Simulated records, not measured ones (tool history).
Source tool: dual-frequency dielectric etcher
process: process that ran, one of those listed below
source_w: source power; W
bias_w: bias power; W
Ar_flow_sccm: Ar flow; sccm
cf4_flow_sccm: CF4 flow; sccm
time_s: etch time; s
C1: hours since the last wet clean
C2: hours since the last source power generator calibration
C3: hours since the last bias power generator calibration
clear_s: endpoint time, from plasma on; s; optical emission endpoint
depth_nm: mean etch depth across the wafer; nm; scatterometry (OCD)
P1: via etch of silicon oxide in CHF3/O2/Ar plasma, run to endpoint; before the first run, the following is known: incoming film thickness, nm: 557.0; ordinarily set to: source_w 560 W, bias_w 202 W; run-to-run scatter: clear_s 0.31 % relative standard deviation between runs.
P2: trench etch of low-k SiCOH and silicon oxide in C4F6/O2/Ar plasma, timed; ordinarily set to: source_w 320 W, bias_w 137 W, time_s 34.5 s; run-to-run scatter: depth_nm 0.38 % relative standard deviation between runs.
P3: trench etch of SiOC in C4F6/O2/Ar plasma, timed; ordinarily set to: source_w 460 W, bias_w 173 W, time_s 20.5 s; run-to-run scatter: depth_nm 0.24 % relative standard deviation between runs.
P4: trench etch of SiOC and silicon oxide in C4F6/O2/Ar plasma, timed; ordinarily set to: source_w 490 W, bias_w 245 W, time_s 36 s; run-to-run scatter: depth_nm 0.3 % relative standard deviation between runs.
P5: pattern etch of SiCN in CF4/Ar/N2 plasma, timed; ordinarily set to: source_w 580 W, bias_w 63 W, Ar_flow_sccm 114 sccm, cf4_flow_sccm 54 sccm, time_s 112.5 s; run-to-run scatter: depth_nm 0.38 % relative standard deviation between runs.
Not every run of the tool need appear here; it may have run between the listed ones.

{"run": 1, "day": 0.175, "process": "P1", "source_w": 560, "bias_w": 202, "C1": 181.8, "C2": 1138.2, "C3": 349.9, "clear_s": 275.95}
{"run": 2, "day": 0.258, "process": "P5", "source_w": 400, "bias_w": 63, "Ar_flow_sccm": 114, "cf4_flow_sccm": 54, "time_s": 112.5, "C1": 183.8, "C2": 1140.2, "C3": 351.9, "depth_nm": 76.246}
{"run": 3, "day": 0.358, "process": "P5", "source_w": 580, "bias_w": 50, "Ar_flow_sccm": 114, "cf4_flow_sccm": 54, "time_s": 112.5, "C1": 186.2, "C2": 1142.6, "C3": 354.3, "depth_nm": 96.807}
{"run": 4, "day": 0.45, "process": "P1", "source_w": 560, "bias_w": 256, "C1": 188.4, "C2": 1144.8, "C3": 356.5, "clear_s": 253.92}
{"run": 5, "day": 0.617, "process": "P2", "source_w": 190, "bias_w": 137, "time_s": 34.5, "C1": 192.4, "C2": 1148.8, "C3": 360.5, "depth_nm": 74.02}
{"run": 6, "day": 0.779, "process": "P1", "source_w": 560, "bias_w": 202, "C1": 196.3, "C2": 1152.7, "C3": 364.4, "clear_s": 276.3}
{"run": 7, "day": 0.904, "process": "P1", "source_w": 560, "bias_w": 202, "C1": 199.3, "C2": 1155.7, "C3": 367.4, "clear_s": 276.56}
{"run": 8, "day": 1.062, "process": "P1", "source_w": 710, "bias_w": 202, "C1": 203.1, "C2": 1159.5, "C3": 371.2, "clear_s": 253.09}
{"run": 9, "day": 1.254, "process": "P3", "source_w": 460, "bias_w": 173, "time_s": 12, "C1": 207.7, "C2": 1164.1, "C3": 375.8, "depth_nm": 26.286}
{"run": 10, "day": 1.446, "process": "P4", "source_w": 490, "bias_w": 334, "time_s": 36, "C1": 212.3, "C2": 1168.7, "C3": 380.4, "depth_nm": 94.525}
{"run": 11, "day": 1.567, "process": "P1", "source_w": 560, "bias_w": 124, "C1": 215.2, "C2": 1171.6, "C3": 383.3, "clear_s": 323.18}
{"run": 12, "day": 1.746, "process": "P4", "source_w": 490, "bias_w": 245, "time_s": 36, "C1": 219.5, "C2": 1175.9, "C3": 387.6, "depth_nm": 85.375}
{"run": 13, "day": 1.888, "process": "P1", "source_w": 560, "bias_w": 202, "C1": 222.9, "C2": 1179.3, "C3": 391, "clear_s": 276.08}
{"run": 14, "day": 2.012, "process": "P3", "source_w": 300, "bias_w": 173, "time_s": 20.5, "C1": 225.9, "C2": 1182.3, "C3": 394, "depth_nm": 38.066}
{"run": 15, "day": 2.2, "process": "P1", "source_w": 560, "bias_w": 202, "C1": 230.4, "C2": 1186.8, "C3": 398.5, "clear_s": 275.89}
{"run": 16, "day": 2.296, "process": "P1", "source_w": 710, "bias_w": 270, "C1": 232.7, "C2": 1189.1, "C3": 400.8, "clear_s": 227.83}
{"run": 17, "day": 2.438, "process": "P2", "source_w": 320, "bias_w": 85, "time_s": 34.5, "C1": 236.1, "C2": 1192.5, "C3": 404.2, "depth_nm": 79.214}
{"run": 18, "day": 2.533, "process": "P5", "source_w": 580, "bias_w": 63, "Ar_flow_sccm": 114, "cf4_flow_sccm": 42, "time_s": 112.5, "C1": 238.4, "C2": 1194.8, "C3": 406.5, "depth_nm": 100.44}
{"run": 19, "day": 2.642, "process": "P5", "source_w": 580, "bias_w": 63, "Ar_flow_sccm": 114, "cf4_flow_sccm": 54, "time_s": 62, "C1": 241, "C2": 1197.4, "C3": 409.1, "depth_nm": 57.623}
{"run": 20, "day": 2.796, "process": "P4", "source_w": 320, "bias_w": 245, "time_s": 36, "C1": 244.7, "C2": 1201.1, "C3": 412.8, "depth_nm": 71.968}
{"run": 21, "day": 2.908, "process": "P5", "source_w": 580, "bias_w": 63, "Ar_flow_sccm": 81, "cf4_flow_sccm": 54, "time_s": 112.5, "C1": 247.4, "C2": 1203.8, "C3": 415.5, "depth_nm": 111.41}
{"run": 22, "day": 3.083, "process": "P2", "source_w": 320, "bias_w": 137, "time_s": 19, "C1": 251.6, "C2": 1208, "C3": 419.7, "depth_nm": 50.152}
{"run": 23, "day": 3.171, "process": "P2", "source_w": 320, "bias_w": 137, "time_s": 34.5, "C1": 253.7, "C2": 1210.1, "C3": 421.8, "depth_nm": 90.968}
{"run": 24, "day": 3.279, "process": "P4", "source_w": 490, "bias_w": 245, "time_s": 20, "C1": 256.3, "C2": 1212.7, "C3": 424.4, "depth_nm": 47.269}
{"run": 25, "day": 3.425, "process": "P2", "source_w": 320, "bias_w": 137, "time_s": 34.5, "C1": 259.8, "C2": 1216.2, "C3": 427.9, "depth_nm": 91.15}
{"run": 26, "day": 3.512, "process": "P3", "source_w": 460, "bias_w": 173, "time_s": 20.5, "C1": 261.9, "C2": 1218.3, "C3": 430, "depth_nm": 44.9}
{"run": 27, "day": 3.642, "process": "P5", "source_w": 580, "bias_w": 63, "Ar_flow_sccm": 114, "cf4_flow_sccm": 54, "time_s": 112.5, "C1": 265, "C2": 1221.4, "C3": 433.1, "depth_nm": 105.47}
{"run": 28, "day": 3.738, "process": "P3", "source_w": 460, "bias_w": 112, "time_s": 20.5, "C1": 267.3, "C2": 1223.7, "C3": 435.4, "depth_nm": 39.508}
{"run": 29, "day": 3.929, "process": "P1", "source_w": 390, "bias_w": 202, "C1": 271.9, "C2": 1228.3, "C3": 440, "clear_s": 314.22}
{"run": 30, "day": 4.112, "process": "P4", "source_w": 490, "bias_w": 245, "time_s": 36, "C1": 276.3, "C2": 1232.7, "C3": 444.4, "depth_nm": 85.06}
{"run": 31, "day": 4.258, "process": "P1", "source_w": 560, "bias_w": 202, "C1": 279.8, "C2": 1236.2, "C3": 447.9, "clear_s": 274.22}
{"run": 32, "day": 4.446, "process": "P1", "source_w": 560, "bias_w": 202, "C1": 284.3, "C2": 1240.7, "C3": 452.4, "clear_s": 273.42}
{"run": 33, "day": 4.588, "process": "P1", "source_w": 560, "bias_w": 202, "C1": 287.7, "C2": 1244.1, "C3": 455.8, "clear_s": 271.97}
{"day": 4.717, "done": "wet clean of the chamber"}
{"run": 34, "day": 4.771, "process": "P1", "source_w": 560, "bias_w": 202, "C1": 1.4, "C2": 1248.5, "C3": 460.2, "clear_s": 271.13}
{"run": 35, "day": 4.892, "process": "P1", "source_w": 560, "bias_w": 202, "C1": 4.3, "C2": 1251.4, "C3": 463.1, "clear_s": 270.65}
{"run": 36, "day": 5.054, "process": "P1", "source_w": 560, "bias_w": 202, "C1": 8.2, "C2": 1255.3, "C3": 467, "clear_s": 271.91}
{"run": 37, "day": 5.171, "process": "P1", "source_w": 560, "bias_w": 202, "C1": 11, "C2": 1258.1, "C3": 469.8, "clear_s": 271.87}

Something has made what P1 gives creep away from where it was; the 2 causes below, each at its own stated size, fit the log equally well:
A: source power that arrives over what is set, % = 4.4
B: bias power that arrives over what is set, % = 4.82
The drift started at roughly day 4.258.
Other possible causes, and why each is ruled out:
chamber walls in a state that raises the etch rate, %: serviced after onset, at day 4.717, with no recovery of the prior output

Below are 4 check runs, each averaged over 2 wafers, with their results shown as question marks. Which of them would give clearly different results depending on which cause is behind the drift?
{"run": "check 1", "day": 5.288, "process": "P2", "source_w": 200, "bias_w": 92, "time_s": 34.5, "depth_nm": "?"}
{"run": "check 2", "day": 5.288, "process": "P5", "source_w": 580, "bias_w": 63, "Ar_flow_sccm": 114, "cf4_flow_sccm": 44, "time_s": 65, "depth_nm": "?"}
{"run": "check 3", "day": 5.288, "process": "P3", "source_w": 340, "bias_w": 116, "time_s": 20.5, "depth_nm": "?"}
{"run": "check 4", "day": 5.288, "process": "P4", "source_w": 320, "bias_w": 245, "time_s": 36, "depth_nm": "?"}

Check results expected under each cause:
check=check_1 result=depth_nm if_A=68.214 if_B=67.96
check=check_2 result=depth_nm if_A=60.736 if_B=59.521
check=check_3 result=depth_nm if_A=35.981 if_B=35.856
check=check_4 result=depth_nm if_A=73.578 if_B=73.561
Distance between the nearest two causes, measured in the result of the check that separates them most: check 1 0.37 %; check 2 2.02 %; check 3 0.35 %; check 4 0.02 %
Only check 2 tells the causes apart: in the others they would give nearly the same result.

The results of check 2 are: depth_nm 59.34 nm. Based on these, which of the listed causes is it?

The correct cause is B, namely: bias power that arrives over what is set, %.
